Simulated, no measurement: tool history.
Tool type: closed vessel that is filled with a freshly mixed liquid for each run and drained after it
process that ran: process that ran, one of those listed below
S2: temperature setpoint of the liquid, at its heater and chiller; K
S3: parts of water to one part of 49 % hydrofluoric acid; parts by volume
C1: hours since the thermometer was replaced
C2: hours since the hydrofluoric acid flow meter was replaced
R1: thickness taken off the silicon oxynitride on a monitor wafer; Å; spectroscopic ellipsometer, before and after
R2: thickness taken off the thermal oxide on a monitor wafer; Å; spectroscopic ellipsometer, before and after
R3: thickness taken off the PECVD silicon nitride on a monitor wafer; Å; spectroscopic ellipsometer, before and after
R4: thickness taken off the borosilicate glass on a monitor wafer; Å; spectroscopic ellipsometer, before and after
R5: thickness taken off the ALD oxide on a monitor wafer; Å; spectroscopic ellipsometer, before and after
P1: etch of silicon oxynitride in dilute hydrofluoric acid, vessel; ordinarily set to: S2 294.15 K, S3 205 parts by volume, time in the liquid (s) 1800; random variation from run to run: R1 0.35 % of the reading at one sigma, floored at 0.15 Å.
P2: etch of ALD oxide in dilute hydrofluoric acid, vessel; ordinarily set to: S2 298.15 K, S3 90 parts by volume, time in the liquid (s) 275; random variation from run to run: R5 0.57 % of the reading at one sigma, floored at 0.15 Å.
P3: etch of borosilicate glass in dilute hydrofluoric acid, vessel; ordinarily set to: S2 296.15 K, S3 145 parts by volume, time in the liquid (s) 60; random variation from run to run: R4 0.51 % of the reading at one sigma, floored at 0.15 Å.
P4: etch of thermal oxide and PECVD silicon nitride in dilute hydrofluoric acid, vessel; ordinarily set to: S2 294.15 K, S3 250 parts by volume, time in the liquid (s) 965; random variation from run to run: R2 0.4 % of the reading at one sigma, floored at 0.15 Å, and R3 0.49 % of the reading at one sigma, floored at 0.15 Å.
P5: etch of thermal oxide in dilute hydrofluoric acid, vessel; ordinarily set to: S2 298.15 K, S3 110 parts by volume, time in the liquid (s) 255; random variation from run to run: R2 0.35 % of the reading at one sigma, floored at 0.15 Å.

{"run": 1, "hour": 4.2, "process that ran": "P1", "S2": 294.15, "S3": 205, "time in the liquid (s)": 1800, "C1": 511.8, "C2": 258.0, "R1": 99.822}
{"run": 2, "hour": 7.4, "process that ran": "P4", "S2": 302.15, "S3": 250, "time in the liquid (s)": 965, "C1": 515.0, "C2": 261.2, "R2": 185.36, "R3": 195.29}
{"run": 3, "hour": 9.7, "process that ran": "P3", "S2": 296.15, "S3": 145, "time in the liquid (s)": 30, "C1": 517.3, "C2": 263.5, "R4": 58.927}
{"run": 4, "hour": 14.2, "process that ran": "P1", "S2": 294.15, "S3": 205, "time in the liquid (s)": 1800, "C1": 521.8, "C2": 268.0, "R1": 100.17}
{"run": 5, "hour": 16.9, "process that ran": "P1", "S2": 294.15, "S3": 60, "time in the liquid (s)": 1800, "C1": 524.5, "C2": 270.7, "R1": 376.97}
{"run": 6, "hour": 21.9, "process that ran": "P2", "S2": 290.15, "S3": 90, "time in the liquid (s)": 275, "C1": 529.5, "C2": 275.7, "R5": 226.7}
{"run": 7, "hour": 26.0, "process that ran": "P5", "S2": 290.15, "S3": 110, "time in the liquid (s)": 255, "C1": 533.6, "C2": 279.8, "R2": 82.636}
{"run": 8, "hour": 28.4, "process that ran": "P3", "S2": 296.15, "S3": 145, "time in the liquid (s)": 60, "C1": 536.0, "C2": 282.2, "R4": 117.75}
{"run": 9, "hour": 32.1, "process that ran": "P1", "S2": 294.15, "S3": 365, "time in the liquid (s)": 1800, "C1": 539.7, "C2": 285.9, "R1": 50.56}
{"hour": 32.6, "done": "hydrofluoric acid flow meter replaced"}
{"run": 10, "hour": 36.7, "process that ran": "P5", "S2": 298.15, "S3": 110, "time in the liquid (s)": 495, "C1": 544.3, "C2": 4.2, "R2": 219.84}
{"run": 11, "hour": 41.3, "process that ran": "P1", "S2": 290.15, "S3": 115, "time in the liquid (s)": 1800, "C1": 548.9, "C2": 8.8, "R1": 155.68}
{"run": 12, "hour": 45.0, "process that ran": "P5", "S2": 298.15, "S3": 110, "time in the liquid (s)": 255, "C1": 552.6, "C2": 12.5, "R2": 113.61}
{"run": 13, "hour": 49.2, "process that ran": "P2", "S2": 298.15, "S3": 90, "time in the liquid (s)": 95, "C1": 556.8, "C2": 16.7, "R5": 107.92}
{"run": 14, "hour": 52.2, "process that ran": "P1", "S2": 290.15, "S3": 205, "time in the liquid (s)": 1800, "C1": 559.8, "C2": 19.7, "R1": 82.758}
{"run": 15, "hour": 54.5, "process that ran": "P2", "S2": 298.15, "S3": 90, "time in the liquid (s)": 275, "C1": 562.1, "C2": 22.0, "R5": 316.51}
{"run": 16, "hour": 58.5, "process that ran": "P2", "S2": 298.15, "S3": 130, "time in the liquid (s)": 275, "C1": 566.1, "C2": 26.0, "R5": 205.66}
{"run": 17, "hour": 62.2, "process that ran": "P3", "S2": 291.65, "S3": 145, "time in the liquid (s)": 60, "C1": 569.8, "C2": 29.7, "R4": 98.376}
{"run": 18, "hour": 65.4, "process that ran": "P1", "S2": 294.15, "S3": 205, "time in the liquid (s)": 1800, "C1": 573.0, "C2": 32.9, "R1": 99.594}
{"run": 19, "hour": 70.6, "process that ran": "P4", "S2": 294.15, "S3": 60, "time in the liquid (s)": 965, "C1": 578.2, "C2": 38.1, "R2": 719.56, "R3": 484.08}
{"run": 20, "hour": 73.2, "process that ran": "P1", "S2": 294.15, "S3": 205, "time in the liquid (s)": 630, "C1": 580.8, "C2": 40.7, "R1": 35.096}
{"run": 21, "hour": 77.6, "process that ran": "P3", "S2": 296.15, "S3": 55, "time in the liquid (s)": 60, "C1": 585.2, "C2": 45.1, "R4": 345.57}
{"run": 22, "hour": 82.5, "process that ran": "P1", "S2": 298.65, "S3": 205, "time in the liquid (s)": 1800, "C1": 590.1, "C2": 50.0, "R1": 122.32}
{"run": 23, "hour": 86.6, "process that ran": "P1", "S2": 294.15, "S3": 205, "time in the liquid (s)": 2590, "C1": 594.2, "C2": 54.1, "R1": 143.57}
{"run": 24, "hour": 91.4, "process that ran": "P4", "S2": 294.15, "S3": 250, "time in the liquid (s)": 965, "C1": 599.0, "C2": 58.9, "R2": 140.18, "R3": 120.12}
{"hour": 92.2, "done": "thermometer replaced"}
{"run": 25, "hour": 95.6, "process that ran": "P4", "S2": 294.15, "S3": 250, "time in the liquid (s)": 965, "C1": 3.5, "C2": 63.1, "R2": 140.0, "R3": 119.15}
{"run": 26, "hour": 98.7, "process that ran": "P5", "S2": 298.15, "S3": 175, "time in the liquid (s)": 255, "C1": 6.6, "C2": 66.2, "R2": 66.638}
{"run": 27, "hour": 102.4, "process that ran": "P1", "S2": 294.15, "S3": 205, "time in the liquid (s)": 1800, "C1": 10.3, "C2": 69.9, "R1": 100.1}
{"run": 28, "hour": 106.4, "process that ran": "P1", "S2": 294.15, "S3": 205, "time in the liquid (s)": 1800, "C1": 14.3, "C2": 73.9, "R1": 99.254}
{"run": 29, "hour": 111.2, "process that ran": "P1", "S2": 294.15, "S3": 205, "time in the liquid (s)": 1800, "C1": 19.1, "C2": 78.7, "R1": 100.37}
{"run": 30, "hour": 115.5, "process that ran": "P5", "S2": 298.15, "S3": 110, "time in the liquid (s)": 255, "C1": 23.4, "C2": 83.0, "R2": 114.3}
{"run": 31, "hour": 120.0, "process that ran": "P4", "S2": 294.15, "S3": 250, "time in the liquid (s)": 110, "C1": 27.9, "C2": 87.5, "R2": 16.118, "R3": 13.737}
{"run": 32, "hour": 122.8, "process that ran": "P1", "S2": 294.15, "S3": 205, "time in the liquid (s)": 1800, "C1": 30.7, "C2": 90.3, "R1": 99.707}
{"run": 33, "hour": 127.5, "process that ran": "P1", "S2": 294.15, "S3": 205, "time in the liquid (s)": 1800, "C1": 35.4, "C2": 95.0, "R1": 102.02}
{"run": 34, "hour": 129.9, "process that ran": "P1", "S2": 294.15, "S3": 205, "time in the liquid (s)": 1800, "C1": 37.8, "C2": 97.4, "R1": 103.23}
{"run": 35, "hour": 132.4, "process that ran": "P1", "S2": 294.15, "S3": 205, "time in the liquid (s)": 1800, "C1": 40.3, "C2": 99.9, "R1": 104.08}
{"run": 36, "hour": 137.3, "process that ran": "P1", "S2": 294.15, "S3": 205, "time in the liquid (s)": 1800, "C1": 45.2, "C2": 104.8, "R1": 105.2}
{"run": 37, "hour": 141.6, "process that ran": "P1", "S2": 294.15, "S3": 205, "time in the liquid (s)": 1800, "C1": 49.5, "C2": 109.1, "R1": 105.8}
{"run": 38, "hour": 146.8, "process that ran": "P1", "S2": 294.15, "S3": 205, "time in the liquid (s)": 1800, "C1": 54.7, "C2": 114.3, "R1": 105.84}
{"run": 39, "hour": 151.0, "process that ran": "P1", "S2": 294.15, "S3": 205, "time in the liquid (s)": 1800, "C1": 58.9, "C2": 118.5, "R1": 106.81}
{"run": 40, "hour": 156.0, "process that ran": "P1", "S2": 294.15, "S3": 205, "time in the liquid (s)": 1800, "C1": 63.9, "C2": 123.5, "R1": 106.77}
{"run": 41, "hour": 159.9, "process that ran": "P1", "S2": 294.15, "S3": 205, "time in the liquid (s)": 1800, "C1": 67.8, "C2": 127.4, "R1": 106.38}
{"run": 42, "hour": 162.8, "process that ran": "P1", "S2": 294.15, "S3": 205, "time in the liquid (s)": 1800, "C1": 70.7, "C2": 130.3, "R1": 107.03}
{"run": 43, "hour": 165.5, "process that ran": "P1", "S2": 294.15, "S3": 205, "time in the liquid (s)": 1800, "C1": 73.4, "C2": 133.0, "R1": 106.71}

Something has made what P1 gives creep away from where it was; the 2 causes below, each at its own stated size, fit the log equally well:
A: hydrofluoric acid flow above the setpoint (%) = 6.15
B: liquid hotter than its thermometer reads (K) = 1.49
The process output started creeping at around hour 122.8.

The check runs listed below each take one wafer, and their results are still question marks. Under which run would the listed causes lead to clearly different results?
{"run": "check 1", "hour": 168.2, "process that ran": "P5", "S2": 292.15, "S3": 155, "time in the liquid (s)": 255, "R2": "?"}
{"run": "check 2", "hour": 168.2, "process that ran": "P3", "S2": 291.65, "S3": 80, "time in the liquid (s)": 60, "R4": "?"}
{"run": "check 3", "hour": 168.2, "process that ran": "P4", "S2": 302.15, "S3": 75, "time in the liquid (s)": 965, "R2": "?", "R3": "?"}
{"run": "check 4", "hour": 168.2, "process that ran": "P2", "S2": 291.65, "S3": 90, "time in the liquid (s)": 150, "R5": "?"}

If the cause were each of the candidates in turn, the checks would give the following:
check=check_1 result=R2 if_A=64.986 if_B=64.369
check=check_2 result=R4 if_A=203.680 if_B=203.200
check=check_3 result=R2 if_A=826.000 if_B=818.770
check=check_3 result=R3 if_A=703.760 if_B=729.140
check=check_4 result=R5 if_A=140.55 if_B=140.08
Per-check spread between the two closest causes, in the result where they differ most: check 1 0.95 %; check 2 0.24 %; check 3 3.54 %; check 4 0.33 %
Check 3 tells the causes apart: in the others they would give nearly the same result.

Check 3 was then run and gave: R2 822.200 Å; R3 702.530 Å. Which cause is it?

It is A: hydrofluoric acid flow above the setpoint (%).
